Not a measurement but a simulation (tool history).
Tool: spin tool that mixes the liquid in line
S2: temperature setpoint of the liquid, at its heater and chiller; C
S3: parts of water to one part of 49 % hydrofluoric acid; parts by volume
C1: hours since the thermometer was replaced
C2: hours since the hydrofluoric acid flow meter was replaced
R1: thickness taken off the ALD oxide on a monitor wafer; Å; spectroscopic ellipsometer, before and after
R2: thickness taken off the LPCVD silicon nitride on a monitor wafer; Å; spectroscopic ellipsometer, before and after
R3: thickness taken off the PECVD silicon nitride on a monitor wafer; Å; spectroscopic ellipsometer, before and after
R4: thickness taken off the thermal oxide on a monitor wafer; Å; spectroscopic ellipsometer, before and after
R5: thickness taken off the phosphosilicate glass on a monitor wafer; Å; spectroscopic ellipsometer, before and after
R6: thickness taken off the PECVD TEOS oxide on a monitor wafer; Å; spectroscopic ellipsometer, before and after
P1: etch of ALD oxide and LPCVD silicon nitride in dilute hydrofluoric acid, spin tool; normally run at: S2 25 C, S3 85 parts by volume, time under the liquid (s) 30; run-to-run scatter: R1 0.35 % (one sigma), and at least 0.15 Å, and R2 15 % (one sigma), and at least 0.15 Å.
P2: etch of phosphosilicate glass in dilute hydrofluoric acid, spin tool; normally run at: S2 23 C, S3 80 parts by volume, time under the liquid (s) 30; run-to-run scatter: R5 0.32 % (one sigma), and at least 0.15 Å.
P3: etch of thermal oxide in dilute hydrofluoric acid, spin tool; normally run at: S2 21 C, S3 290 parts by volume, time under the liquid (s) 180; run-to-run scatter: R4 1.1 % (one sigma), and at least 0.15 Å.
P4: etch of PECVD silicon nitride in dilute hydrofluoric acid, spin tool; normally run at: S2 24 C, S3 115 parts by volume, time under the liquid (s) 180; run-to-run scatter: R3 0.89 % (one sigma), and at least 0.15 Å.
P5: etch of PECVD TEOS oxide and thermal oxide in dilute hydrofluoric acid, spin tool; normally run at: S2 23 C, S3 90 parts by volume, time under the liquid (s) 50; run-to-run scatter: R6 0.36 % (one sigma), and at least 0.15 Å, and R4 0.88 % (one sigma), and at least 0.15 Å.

{"run": 1, "day": 0.588, "process that ran": "P1", "S2": 25, "S3": 85, "time under the liquid (s)": 30, "C1": 611.1, "C2": 994.5, "R1": 80.402, "R2": 1.9299}
{"run": 2, "day": 1.329, "process that ran": "P4", "S2": 24, "S3": 115, "time under the liquid (s)": 180, "C1": 628.9, "C2": 1012.3, "R3": 26.181}
{"run": 3, "day": 1.783, "process that ran": "P1", "S2": 25, "S3": 85, "time under the liquid (s)": 30, "C1": 639.8, "C2": 1023.2, "R1": 80.504, "R2": 1.9726}
{"run": 4, "day": 2.442, "process that ran": "P4", "S2": 24, "S3": 115, "time under the liquid (s)": 180, "C1": 655.6, "C2": 1039, "R3": 26.525}
{"run": 5, "day": 2.858, "process that ran": "P3", "S2": 21, "S3": 290, "time under the liquid (s)": 180, "C1": 665.6, "C2": 1049, "R4": 22.142}
{"run": 6, "day": 3.383, "process that ran": "P1", "S2": 25, "S3": 40, "time under the liquid (s)": 45, "C1": 678.2, "C2": 1061.6, "R1": 273.5, "R2": 6.2022}
{"run": 7, "day": 3.838, "process that ran": "P2", "S2": 28.5, "S3": 80, "time under the liquid (s)": 30, "C1": 689.1, "C2": 1072.5, "R5": 563.04}
{"run": 8, "day": 4.242, "process that ran": "P1", "S2": 25, "S3": 85, "time under the liquid (s)": 15, "C1": 698.8, "C2": 1082.2, "R1": 40.179, "R2": 1.0638}
{"run": 9, "day": 4.638, "process that ran": "P4", "S2": 24, "S3": 115, "time under the liquid (s)": 310, "C1": 708.3, "C2": 1091.7, "R3": 46.078}
{"run": 10, "day": 4.996, "process that ran": "P4", "S2": 18, "S3": 115, "time under the liquid (s)": 180, "C1": 716.9, "C2": 1100.3, "R3": 17.55}
{"run": 11, "day": 5.542, "process that ran": "P2", "S2": 23, "S3": 80, "time under the liquid (s)": 15, "C1": 730, "C2": 1113.4, "R5": 228.76}
{"run": 12, "day": 6.108, "process that ran": "P2", "S2": 23, "S3": 80, "time under the liquid (s)": 30, "C1": 743.6, "C2": 1127, "R5": 453.75}
{"run": 13, "day": 6.717, "process that ran": "P4", "S2": 24, "S3": 20, "time under the liquid (s)": 180, "C1": 758.2, "C2": 1141.6, "R3": 144.82}
{"run": 14, "day": 7.358, "process that ran": "P1", "S2": 25, "S3": 30, "time under the liquid (s)": 15, "C1": 773.6, "C2": 1157, "R1": 123.06, "R2": 2.4365}
{"run": 15, "day": 8.133, "process that ran": "P1", "S2": 25, "S3": 85, "time under the liquid (s)": 30, "C1": 792.2, "C2": 1175.6, "R1": 81.027, "R2": 1.7603}
{"run": 16, "day": 8.75, "process that ran": "P1", "S2": 20, "S3": 85, "time under the liquid (s)": 30, "C1": 807, "C2": 1190.4, "R1": 65.721, "R2": 1.1833}
{"run": 17, "day": 9.346, "process that ran": "P5", "S2": 23, "S3": 90, "time under the liquid (s)": 50, "C1": 821.3, "C2": 1204.7, "R4": 25.902, "R6": 82.183}
{"run": 18, "day": 10.121, "process that ran": "P1", "S2": 25, "S3": 85, "time under the liquid (s)": 30, "C1": 839.9, "C2": 1223.3, "R1": 80.779, "R2": 1.3804}
{"run": 19, "day": 10.596, "process that ran": "P2", "S2": 23, "S3": 80, "time under the liquid (s)": 30, "C1": 851.3, "C2": 1234.7, "R5": 455.8}
{"run": 20, "day": 11.171, "process that ran": "P3", "S2": 21, "S3": 290, "time under the liquid (s)": 260, "C1": 865.1, "C2": 1248.5, "R4": 31.903}
{"day": 11.283, "done": "hydrofluoric acid flow meter replaced"}
{"run": 21, "day": 11.875, "process that ran": "P5", "S2": 23, "S3": 90, "time under the liquid (s)": 15, "C1": 882, "C2": 14.3, "R4": 7.5926, "R6": 24.682}
{"run": 22, "day": 12.65, "process that ran": "P1", "S2": 25, "S3": 85, "time under the liquid (s)": 30, "C1": 900.6, "C2": 32.9, "R1": 80.706, "R2": 1.5816}
{"run": 23, "day": 13.242, "process that ran": "P2", "S2": 23, "S3": 125, "time under the liquid (s)": 30, "C1": 914.8, "C2": 47.1, "R5": 276.12}
{"run": 24, "day": 13.738, "process that ran": "P3", "S2": 21, "S3": 495, "time under the liquid (s)": 180, "C1": 926.7, "C2": 59, "R4": 10.9}
{"run": 25, "day": 14.425, "process that ran": "P5", "S2": 23, "S3": 30, "time under the liquid (s)": 50, "C1": 943.2, "C2": 75.5, "R4": 82.804, "R6": 266.86}
{"run": 26, "day": 14.788, "process that ran": "P1", "S2": 25, "S3": 150, "time under the liquid (s)": 30, "C1": 951.9, "C2": 84.2, "R1": 42.591, "R2": 1.1193}
{"run": 27, "day": 15.129, "process that ran": "P1", "S2": 33, "S3": 85, "time under the liquid (s)": 30, "C1": 960.1, "C2": 92.4, "R1": 108.86, "R2": 3.103}
{"day": 15.538, "done": "thermometer replaced"}
{"run": 28, "day": 15.542, "process that ran": "P1", "S2": 25, "S3": 85, "time under the liquid (s)": 55, "C1": 0.1, "C2": 102.3, "R1": 147.9, "R2": 2.996}
{"run": 29, "day": 15.954, "process that ran": "P3", "S2": 28, "S3": 290, "time under the liquid (s)": 180, "C1": 10, "C2": 112.2, "R4": 28.125}
{"run": 30, "day": 16.671, "process that ran": "P1", "S2": 25, "S3": 85, "time under the liquid (s)": 30, "C1": 27.2, "C2": 129.4, "R1": 81.015, "R2": 2.0572}
{"run": 31, "day": 17.338, "process that ran": "P5", "S2": 28.5, "S3": 90, "time under the liquid (s)": 50, "C1": 43.2, "C2": 145.4, "R4": 31.45, "R6": 102.59}
{"run": 32, "day": 17.958, "process that ran": "P1", "S2": 25, "S3": 55, "time under the liquid (s)": 30, "C1": 58.1, "C2": 160.3, "R1": 130.46, "R2": 2.3815}
{"run": 33, "day": 18.538, "process that ran": "P1", "S2": 25, "S3": 85, "time under the liquid (s)": 30, "C1": 72, "C2": 174.2, "R1": 79.895, "R2": 2.3559}
{"run": 34, "day": 18.975, "process that ran": "P1", "S2": 25, "S3": 85, "time under the liquid (s)": 30, "C1": 82.5, "C2": 184.7, "R1": 82.421, "R2": 1.8253}
{"run": 35, "day": 19.654, "process that ran": "P1", "S2": 25, "S3": 85, "time under the liquid (s)": 30, "C1": 98.8, "C2": 201, "R1": 84.689, "R2": 1.5295}
{"run": 36, "day": 20.333, "process that ran": "P1", "S2": 25, "S3": 85, "time under the liquid (s)": 30, "C1": 115.1, "C2": 217.3, "R1": 85.152, "R2": 1.4851}
{"run": 37, "day": 20.988, "process that ran": "P1", "S2": 25, "S3": 85, "time under the liquid (s)": 30, "C1": 130.8, "C2": 233, "R1": 86.175, "R2": 2.0118}
{"run": 38, "day": 21.333, "process that ran": "P1", "S2": 25, "S3": 85, "time under the liquid (s)": 30, "C1": 139.1, "C2": 241.3, "R1": 86.057, "R2": 1.8779}
{"run": 39, "day": 21.692, "process that ran": "P1", "S2": 25, "S3": 85, "time under the liquid (s)": 30, "C1": 147.7, "C2": 249.9, "R1": 86.397, "R2": 2.1449}
{"run": 40, "day": 22.404, "process that ran": "P1", "S2": 25, "S3": 85, "time under the liquid (s)": 30, "C1": 164.8, "C2": 267, "R1": 85.935, "R2": 2.1908}
{"run": 41, "day": 23.112, "process that ran": "P1", "S2": 25, "S3": 85, "time under the liquid (s)": 30, "C1": 181.8, "C2": 284, "R1": 86.937, "R2": 2.2535}

What P1 gives has crept away from where it was. These 2 causes fit the log equally well, each at the size given:
A: hydrofluoric acid flow above the setpoint (%) = 6.51
B: liquid hotter than its thermometer reads (K) = 1.78
The creep began at about day 18.538.

4 check runs are offered, each on 2 wafers whose results are averaged, their results left as question marks. Which one tells the causes apart?
{"run": "check 1", "day": 23.821, "process that ran": "P5", "S2": 23, "S3": 90, "time under the liquid (s)": 50, "R4": "?", "R6": "?"}
{"run": "check 2", "day": 23.821, "process that ran": "P3", "S2": 21, "S3": 290, "time under the liquid (s)": 180, "R4": "?"}
{"run": "check 3", "day": 23.821, "process that ran": "P2", "S2": 23, "S3": 80, "time under the liquid (s)": 30, "R5": "?"}
{"run": "check 4", "day": 23.821, "process that ran": "P4", "S2": 24, "S3": 115, "time under the liquid (s)": 180, "R3": "?"}

What each check would give under each cause:
check=check_1 result=R4 if_A=27.342 if_B=27.378
check=check_1 result=R6 if_A=88.467 if_B=88.584
check=check_2 result=R4 if_A=23.884 if_B=23.512
check=check_3 result=R5 if_A=487.21 if_B=488.43
check=check_4 result=R3 if_A=28.058 if_B=29.596
How far apart the two closest causes lie, in the result that separates them most: check 1 0.13 %; check 2 1.57 %; check 3 0.25 %; check 4 5.34 %
Only check 4 tells the causes apart: in the others they would give nearly the same result.

Check 4 was then run and gave: R3 29.883 Å. Which cause is it?

It is B: liquid hotter than its thermometer reads (K).

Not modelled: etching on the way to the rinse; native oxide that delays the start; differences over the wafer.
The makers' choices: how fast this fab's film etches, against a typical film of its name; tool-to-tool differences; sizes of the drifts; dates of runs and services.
